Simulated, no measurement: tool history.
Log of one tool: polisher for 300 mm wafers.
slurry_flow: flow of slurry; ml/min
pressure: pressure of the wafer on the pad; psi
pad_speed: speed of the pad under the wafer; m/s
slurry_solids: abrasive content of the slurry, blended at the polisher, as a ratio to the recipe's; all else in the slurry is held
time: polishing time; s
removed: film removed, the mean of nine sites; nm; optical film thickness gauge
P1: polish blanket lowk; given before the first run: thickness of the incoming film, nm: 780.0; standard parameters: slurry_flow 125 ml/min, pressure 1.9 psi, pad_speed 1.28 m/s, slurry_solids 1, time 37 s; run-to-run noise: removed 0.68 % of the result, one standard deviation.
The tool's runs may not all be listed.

run    day  slurry_flow  pressure  pad_speed  slurry_solids  time  wafers polished on this pad  hours since the slurry nozzle was cleaned  hours since the head pressure was calibrated  hours since the slurry blender was calibrated  hours since the conditioning disc was replaced  removed
  1  0.262          125       1.9       1.28              1    37                          670                                         99                                         859.2                                           88.5                                           358.3   18.722
  2  0.496          125       1.9       0.58              1    37                          734                                      104.6                                         864.8                                           94.1                                           363.9   9.9903
  3  0.833          125       1.9       1.28              1    37                          827                                      112.7                                         872.9                                          102.2                                             372    18.68
  4    1.1          125       1.9       1.28           1.35    37                          900                                      119.1                                         879.3                                          108.6                                           378.4   21.167
  5  1.321          125       1.9       1.28              1    37                          960                                      124.4                                         884.6                                          113.9                                           383.7   18.825
  6  1.608          175       1.1       1.28              1    37                         1039                                      131.3                                         891.5                                          120.8                                           390.6   11.554
  7    1.8          125       1.4       1.28            0.6    37                         1092                                      135.9                                         896.1                                          125.4                                           395.2   10.489
  8  2.067           75       1.9       1.28              1    37                         1165                                      142.3                                         902.5                                          131.8                                           401.6   16.251
  9  2.367          125       1.9       1.28              1    37                         1247                                      149.5                                         909.7                                            139                                           408.8   18.843
     2.517  -- slurry nozzle cleaned
 10  2.554          125       1.9       1.28           0.75    37                         1299                                        0.9                                         914.2                                          143.5                                           413.3   16.275
 11  2.725          175       1.9       1.28              1    37                         1345                                          5                                         918.3                                          147.6                                           417.4    19.95
 12  2.933          125       1.9        1.9              1    37                         1403                                         10                                         923.3                                          152.6                                           422.4   25.595
 13  3.233          125       1.9       1.28              1    37                         1485                                       17.2                                         930.5                                          159.8                                           429.6   18.774
 14  3.475          125       2.8       1.28              1    37                         1551                                         23                                         936.3                                          165.6                                           435.4   27.479
 15  3.725          125       1.9       1.28              1    59                         1620                                         29                                         942.3                                          171.6                                           441.4   29.669
 16  3.938          125       1.9       1.28              1    26                         1678                                       34.1                                         947.4                                          176.7                                           446.5   13.245
 17   4.15          125       0.9       1.28              1    37                         1736                                       39.2                                         952.5                                          181.8                                           451.6   8.7133
 18  4.479          125       1.9       1.28              1    37                         1826                                       47.1                                         960.4                                          189.7                                           459.5   18.668

Forecast run 19:
 19  4.7          125       1.9       1.28              1    37                         1887                                       52.4                                         965.7                                            195                                           464.8        ?

removed: 17.641 nm
